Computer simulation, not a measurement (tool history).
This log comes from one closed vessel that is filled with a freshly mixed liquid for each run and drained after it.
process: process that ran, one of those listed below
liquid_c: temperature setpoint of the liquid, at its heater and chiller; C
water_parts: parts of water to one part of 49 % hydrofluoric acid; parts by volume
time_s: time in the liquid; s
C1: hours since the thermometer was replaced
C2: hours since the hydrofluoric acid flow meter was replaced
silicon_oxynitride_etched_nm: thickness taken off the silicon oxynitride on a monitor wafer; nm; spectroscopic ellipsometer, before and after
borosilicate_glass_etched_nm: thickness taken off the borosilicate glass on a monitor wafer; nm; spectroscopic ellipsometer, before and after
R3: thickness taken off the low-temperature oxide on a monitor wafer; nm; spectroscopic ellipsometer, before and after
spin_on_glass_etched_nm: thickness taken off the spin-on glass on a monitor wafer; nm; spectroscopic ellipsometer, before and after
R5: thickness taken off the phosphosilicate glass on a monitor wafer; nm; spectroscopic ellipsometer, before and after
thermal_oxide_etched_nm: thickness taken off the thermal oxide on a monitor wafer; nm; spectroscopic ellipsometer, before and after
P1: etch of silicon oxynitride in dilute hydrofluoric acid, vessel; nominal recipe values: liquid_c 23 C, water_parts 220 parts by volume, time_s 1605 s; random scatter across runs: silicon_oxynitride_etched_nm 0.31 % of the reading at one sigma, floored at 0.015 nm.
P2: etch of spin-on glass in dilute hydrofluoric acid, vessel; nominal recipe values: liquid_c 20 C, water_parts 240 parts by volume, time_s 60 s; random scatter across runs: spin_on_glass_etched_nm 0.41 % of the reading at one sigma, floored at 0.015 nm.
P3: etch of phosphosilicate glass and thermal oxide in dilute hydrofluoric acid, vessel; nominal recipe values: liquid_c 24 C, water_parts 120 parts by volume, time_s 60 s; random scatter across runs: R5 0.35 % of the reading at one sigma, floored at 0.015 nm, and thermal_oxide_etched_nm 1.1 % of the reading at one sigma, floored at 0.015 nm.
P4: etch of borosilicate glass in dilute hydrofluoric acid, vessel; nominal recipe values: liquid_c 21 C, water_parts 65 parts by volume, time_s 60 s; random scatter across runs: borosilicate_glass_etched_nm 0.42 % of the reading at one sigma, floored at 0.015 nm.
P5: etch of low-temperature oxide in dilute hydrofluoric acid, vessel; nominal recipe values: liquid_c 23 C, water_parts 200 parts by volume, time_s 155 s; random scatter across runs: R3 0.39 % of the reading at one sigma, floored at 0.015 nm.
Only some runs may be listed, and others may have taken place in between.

run 1 hour=10.9 | process=P1 liquid_c=23 water_parts=220 time_s=1605 | C1=1338.8 C2=978.8 | silicon_oxynitride_etched_nm=14.216
run 2 hour=20.5 | process=P1 liquid_c=23 water_parts=95 time_s=1605 | C1=1348.4 C2=988.4 | silicon_oxynitride_etched_nm=36.251
run 3 hour=25.7 | process=P1 liquid_c=23 water_parts=220 time_s=1605 | C1=1353.6 C2=993.6 | silicon_oxynitride_etched_nm=14.217
run 4 hour=33.3 | process=P1 liquid_c=23 water_parts=220 time_s=320 | C1=1361.2 C2=1001.2 | silicon_oxynitride_etched_nm=2.8443
run 5 hour=44.6 | process=P1 liquid_c=17 water_parts=220 time_s=2650 | C1=1372.5 C2=1012.5 | silicon_oxynitride_etched_nm=17.812
run 6 hour=53.1 | process=P4 liquid_c=17 water_parts=65 time_s=60 | C1=1381 C2=1021 | borosilicate_glass_etched_nm=22.476
run 7 hour=62.6 | process=P4 liquid_c=21 water_parts=65 time_s=60 | C1=1390.5 C2=1030.5 | borosilicate_glass_etched_nm=26.469
run 8 hour=70 | process=P1 liquid_c=23 water_parts=310 time_s=1605 | C1=1397.9 C2=1037.9 | silicon_oxynitride_etched_nm=9.5136
run 9 hour=81.6 | process=P4 liquid_c=21 water_parts=65 time_s=60 | C1=1409.5 C2=1049.5 | borosilicate_glass_etched_nm=26.492
run 10 hour=92.1 | process=P5 liquid_c=23 water_parts=200 time_s=155 | C1=1420 C2=1060 | R3=14.372
run 11 hour=103.9 | process=P1 liquid_c=23 water_parts=220 time_s=1605 | C1=1431.8 C2=1071.8 | silicon_oxynitride_etched_nm=14.326
run 12 hour=112 | process=P2 liquid_c=17 water_parts=240 time_s=60 | C1=1439.9 C2=1079.9 | spin_on_glass_etched_nm=11.404
run 13 hour=123.5 | process=P1 liquid_c=17 water_parts=370 time_s=1605 | C1=1451.4 C2=1091.4 | silicon_oxynitride_etched_nm=5.9401
run 14 hour=133.4 | process=P1 liquid_c=23 water_parts=220 time_s=3160 | C1=1461.3 C2=1101.3 | silicon_oxynitride_etched_nm=28.023
run 15 hour=139.8 | process=P5 liquid_c=23 water_parts=355 time_s=155 | C1=1467.7 C2=1107.7 | R3=6.9818
run 16 hour=149.8 | process=P1 liquid_c=23 water_parts=220 time_s=1605 | C1=1477.7 C2=1117.7 | silicon_oxynitride_etched_nm=14.269
run 17 hour=156.1 | process=P2 liquid_c=20 water_parts=50 time_s=60 | C1=1484 C2=1124 | spin_on_glass_etched_nm=74.627
run 18 hour=162.2 | process=P2 liquid_c=20 water_parts=240 time_s=60 | C1=1490.1 C2=1130.1 | spin_on_glass_etched_nm=12.74
run 19 hour=169.6 | process=P1 liquid_c=17.5 water_parts=330 time_s=1605 | C1=1497.5 C2=1137.5 | silicon_oxynitride_etched_nm=6.8869
run 20 hour=180.4 | process=P2 liquid_c=20 water_parts=240 time_s=30 | C1=1508.3 C2=1148.3 | spin_on_glass_etched_nm=6.4022
run 21 hour=190.8 | process=P3 liquid_c=20 water_parts=120 time_s=60 | C1=1518.7 C2=1158.7 | R5=74.272 thermal_oxide_etched_nm=1.9921
run 22 hour=199.2 | process=P5 liquid_c=17 water_parts=200 time_s=155 | C1=1527.1 C2=1167.1 | R3=11.358
run 23 hour=208.9 | process=P4 liquid_c=21 water_parts=65 time_s=100 | C1=1536.8 C2=1176.8 | borosilicate_glass_etched_nm=44.401
run 24 hour=218.4 | process=P1 liquid_c=19.5 water_parts=220 time_s=1605 | C1=1546.3 C2=1186.3 | silicon_oxynitride_etched_nm=12.121
run 25 hour=225.4 | process=P4 liquid_c=21 water_parts=105 time_s=60 | C1=1553.3 C2=1193.3 | borosilicate_glass_etched_nm=15.548
run 26 hour=234.6 | process=P5 liquid_c=23 water_parts=200 time_s=30 | C1=1562.5 C2=1202.5 | R3=2.8011
run 27 hour=243.4 | process=P3 liquid_c=24 water_parts=120 time_s=105 | C1=1571.3 C2=1211.3 | R5=151.55 thermal_oxide_etched_nm=4.0022
run 28 hour=249.8 | process=P3 liquid_c=24 water_parts=120 time_s=60 | C1=1577.7 C2=1217.7 | R5=86.55 thermal_oxide_etched_nm=2.2871
run 29 hour=256.8 | process=P3 liquid_c=24 water_parts=50 time_s=60 | C1=1584.7 C2=1224.7 | R5=227.5 thermal_oxide_etched_nm=5.9438
run 30 hour=262.9 | process=P5 liquid_c=23 water_parts=200 time_s=155 | C1=1590.8 C2=1230.8 | R3=14.304
run 31 hour=274 | process=P1 liquid_c=28 water_parts=220 time_s=1605 | C1=1601.9 C2=1241.9 | silicon_oxynitride_etched_nm=17.8
run 32 hour=279.1 | process=P1 liquid_c=23 water_parts=220 time_s=1605 | C1=1607 C2=1247 | silicon_oxynitride_etched_nm=14.217
run 33 hour=289.3 | process=P1 liquid_c=23 water_parts=220 time_s=1605 | C1=1617.2 C2=1257.2 | silicon_oxynitride_etched_nm=13.846
run 34 hour=299.1 | process=P1 liquid_c=23 water_parts=220 time_s=1605 | C1=1627 C2=1267 | silicon_oxynitride_etched_nm=13.56
run 35 hour=304.5 | process=P1 liquid_c=23 water_parts=220 time_s=1605 | C1=1632.4 C2=1272.4 | silicon_oxynitride_etched_nm=13.327
run 36 hour=310 | process=P1 liquid_c=23 water_parts=220 time_s=1605 | C1=1637.9 C2=1277.9 | silicon_oxynitride_etched_nm=13.217
run 37 hour=318.9 | process=P1 liquid_c=23 water_parts=220 time_s=1605 | C1=1646.8 C2=1286.8 | silicon_oxynitride_etched_nm=13.194
run 38 hour=328.6 | process=P1 liquid_c=23 water_parts=220 time_s=1605 | C1=1656.5 C2=1296.5 | silicon_oxynitride_etched_nm=13.038
run 39 hour=337.7 | process=P1 liquid_c=23 water_parts=220 time_s=1605 | C1=1665.6 C2=1305.6 | silicon_oxynitride_etched_nm=12.985
run 40 hour=347.4 | process=P1 liquid_c=23 water_parts=220 time_s=1605 | C1=1675.3 C2=1315.3 | silicon_oxynitride_etched_nm=13.011
run 41 hour=356.6 | process=P1 liquid_c=23 water_parts=220 time_s=1605 | C1=1684.5 C2=1324.5 | silicon_oxynitride_etched_nm=13.047
run 42 hour=367.4 | process=P1 liquid_c=23 water_parts=220 time_s=1605 | C1=1695.3 C2=1335.3 | silicon_oxynitride_etched_nm=12.917

The output of P1 has drifted from where it used to be. Each of the 2 causes below, taken at the size shown beside it, accounts for the log equally well:
A: liquid colder than its thermometer reads (K) = 2.11
B: hydrofluoric acid flow below the setpoint (%) = 7.86
Onset of the creep was near hour 279.1.

Each of the check runs listed below is run on 5 wafers and reports their average, with the results left as question marks. Pick the one under which the possible causes would lead to clearly different results.
run check 1 hour=378.2 | process=P2 liquid_c=20 water_parts=80 time_s=60 | spin_on_glass_etched_nm=?
run check 2 hour=378.2 | process=P3 liquid_c=24 water_parts=65 time_s=60 | R5=? thermal_oxide_etched_nm=?
run check 3 hour=378.2 | process=P4 liquid_c=17 water_parts=65 time_s=60 | borosilicate_glass_etched_nm=?
run check 4 hour=378.2 | process=P5 liquid_c=23 water_parts=315 time_s=35 | R3=?

Predicted outcomes, by check and by cause:
check=check_1 result=spin_on_glass_etched_nm if_A=41.391 if_B=41.349
check=check_2 result=R5 if_A=157.04 if_B=156.67
check=check_2 result=thermal_oxide_etched_nm if_A=4.1704 if_B=4.1605
check=check_3 result=borosilicate_glass_etched_nm if_A=20.488 if_B=20.568
check=check_4 result=R3 if_A=1.7027 if_B=1.6487
Smallest distance between any two causes, each pair judged by its most separating result, in per cent: check 1 0.1 %; check 2 0.24 %; check 3 0.39 %; check 4 3.23 %
Of the check runs offered, only check 4 discriminates between the causes; the rest would read about the same regardless of which cause applies.

Check 4 was then run and gave: R3 1.6533 nm. Which cause is it?

B is the cause: hydrofluoric acid flow below the setpoint (%).
